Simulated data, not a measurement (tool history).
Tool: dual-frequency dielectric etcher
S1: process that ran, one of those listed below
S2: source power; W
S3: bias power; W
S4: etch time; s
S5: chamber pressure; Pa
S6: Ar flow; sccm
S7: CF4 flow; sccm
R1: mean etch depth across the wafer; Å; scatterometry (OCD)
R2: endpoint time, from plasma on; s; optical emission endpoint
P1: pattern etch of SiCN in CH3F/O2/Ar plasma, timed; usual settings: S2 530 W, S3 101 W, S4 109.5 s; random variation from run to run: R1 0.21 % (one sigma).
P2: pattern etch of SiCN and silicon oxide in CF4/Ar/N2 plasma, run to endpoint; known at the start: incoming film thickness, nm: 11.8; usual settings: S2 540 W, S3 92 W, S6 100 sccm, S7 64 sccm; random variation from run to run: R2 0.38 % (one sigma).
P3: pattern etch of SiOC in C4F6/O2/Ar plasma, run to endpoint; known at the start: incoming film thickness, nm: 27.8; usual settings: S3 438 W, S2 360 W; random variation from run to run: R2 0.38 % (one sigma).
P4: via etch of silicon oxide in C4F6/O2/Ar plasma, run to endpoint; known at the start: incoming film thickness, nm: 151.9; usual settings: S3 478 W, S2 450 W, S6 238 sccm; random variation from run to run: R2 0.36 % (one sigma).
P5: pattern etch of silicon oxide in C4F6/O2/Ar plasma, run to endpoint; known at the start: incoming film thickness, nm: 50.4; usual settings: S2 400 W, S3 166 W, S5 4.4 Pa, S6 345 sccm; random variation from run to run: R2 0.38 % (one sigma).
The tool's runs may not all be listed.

| run | hour | S1 | S2 | S3 | S4 | S5 | S6 | S7 | R1 | R2 |
|---|---|---|---|---|---|---|---|---|---|---|
| 1 | 7.7 | P1 | 530 | 101 | 109.5 |  |  |  | 530.69 |  |
| 2 | 21.1 | P3 | 510 | 438 |  |  |  |  |  | 9.1761 |
| 3 | 28.6 | P5 | 400 | 116 |  | 4.4 | 345 |  |  | 18.736 |
| 4 | 42.3 | P1 | 530 | 101 | 109.5 |  |  |  | 529.62 |  |
| 5 | 49.8 | P4 | 450 | 478 |  |  | 238 |  |  | 32.366 |
| 6 | 56 | P3 | 360 | 438 |  |  |  |  |  | 10.428 |
| 7 | 62.3 | P2 | 540 | 92 |  |  | 100 | 48 |  | 11.55 |
| 8 | 69.2 | P4 | 450 | 284 |  |  | 238 |  |  | 38.812 |
| 9 | 76.6 | P5 | 400 | 166 |  | 4.4 | 462 |  |  | 17.41 |
| 10 | 83.7 | P5 | 400 | 166 |  | 4.4 | 345 |  |  | 16.943 |
| 11 | 90.7 | P1 | 530 | 74 | 109.5 |  |  |  | 476.77 |  |
| 12 | 103 | P1 | 530 | 101 | 151.5 |  |  |  | 734.87 |  |
| 13 | 115.1 | P5 | 560 | 166 |  | 4.4 | 345 |  |  | 14.768 |
| 14 | 122 | P4 | 450 | 478 |  |  | 297 |  |  | 32.99 |
| 15 | 131.7 | P1 | 750 | 101 | 109.5 |  |  |  | 604.75 |  |
| 16 | 138.7 | P1 | 530 | 119 | 62.5 |  |  |  | 322.76 |  |
| 17 | 152.5 | P1 | 530 | 101 | 109.5 |  |  |  | 533.43 |  |
| 18 | 160.8 | P5 | 400 | 166 |  | 5.5 | 345 |  |  | 17.434 |
| 19 | 170.4 | P3 | 360 | 438 |  |  |  |  |  | 10.443 |
| 20 | 178.9 | P1 | 310 | 101 | 109.5 |  |  |  | 438.13 |  |
| 21 | 190.9 | P1 | 530 | 101 | 61 |  |  |  | 295.77 |  |
| 22 | 201.2 | P1 | 530 | 134 | 109.5 |  |  |  | 594.9 |  |
| 23 | 214.8 | P2 | 540 | 128 |  |  | 100 | 64 |  | 9.8398 |
| 24 | 226.9 | P2 | 310 | 92 |  |  | 100 | 64 |  | 18.013 |
| 25 | 239.2 | P3 | 360 | 582 |  |  |  |  |  | 9.4313 |
| 26 | 248 | P2 | 540 | 92 |  |  | 100 | 64 |  | 11.18 |
| 27 | 260.9 | P2 | 540 | 92 |  |  | 65 | 64 |  | 10.451 |
| 28 | 274 | P1 | 530 | 101 | 109.5 |  |  |  | 532.81 |  |
| 29 | 287.5 | P1 | 530 | 101 | 109.5 |  |  |  | 530.88 |  |
| 30 | 297.5 | P4 | 310 | 478 |  |  | 238 |  |  | 37.109 |
| 31 | 304.4 | P1 | 530 | 101 | 109.5 |  |  |  | 533.49 |  |
| 32 | 317.2 | P1 | 530 | 101 | 109.5 |  |  |  | 528.45 |  |
| 33 | 328.4 | P1 | 530 | 101 | 109.5 |  |  |  | 526.53 |  |
| 34 | 341.8 | P1 | 530 | 101 | 109.5 |  |  |  | 524.07 |  |
| 35 | 349.5 | P1 | 530 | 101 | 109.5 |  |  |  | 522.62 |  |
| 36 | 355.9 | P1 | 530 | 101 | 109.5 |  |  |  | 522.64 |  |
| 37 | 367.8 | P1 | 530 | 101 | 109.5 |  |  |  | 523.45 |  |
|  | 373.1 | wet clean of the chamber |
| 38 | 380.2 | P1 | 530 | 101 | 109.5 |  |  |  | 523.46 |  |
| 39 | 389.4 | P1 | 530 | 101 | 109.5 |  |  |  | 521.47 |  |
| 40 | 396.3 | P1 | 530 | 101 | 109.5 |  |  |  | 523.45 |  |

What P1 gives has crept away from where it was. These 2 causes fit the log equally well, each at the size given:
A: source power that arrives under what is set, % = 4.5
B: bias power that arrives under what is set, % = 4.51
The creep began at about hour 304.4.
Why every other cause is out:
chamber walls in a state that lowers the etch rate, %: serviced at hour 373.1, which brought nothing back

4 check runs are offered, each on 2 wafers whose results are averaged, their results left as question marks. Which one tells the causes apart?
| check 1 | 403.2 | P5 | 550 | 166 |  | 4.4 | 439 |  |  | ? |
| check 2 | 403.2 | P4 | 320 | 478 |  |  | 238 |  |  | ? |
| check 3 | 403.2 | P3 | 470 | 438 |  |  |  |  |  | ? |
| check 4 | 403.2 | P2 | 540 | 128 |  |  | 80 | 64 |  | ? |

What each check would give under each cause:
| check | result | if A | if B |
|---|---|---|---|
| check 1 | R2 | 15.587 | 15.521 |
| check 2 | R2 | 37.148 | 37.161 |
| check 3 | R2 | 9.621 | 9.6167 |
| check 4 | R2 | 9.9881 | 9.7571 |
How far apart the two closest causes lie, in the result that separates them most: check 1 0.43 %; check 2 0.03 %; check 3 0.04 %; check 4 2.34 %
Check 4 tells the causes apart: in the others they would give nearly the same result.

Then check 4 was run and gave: R2 9.9914 s. Which cause is it?

It is A: source power that arrives under what is set, %.
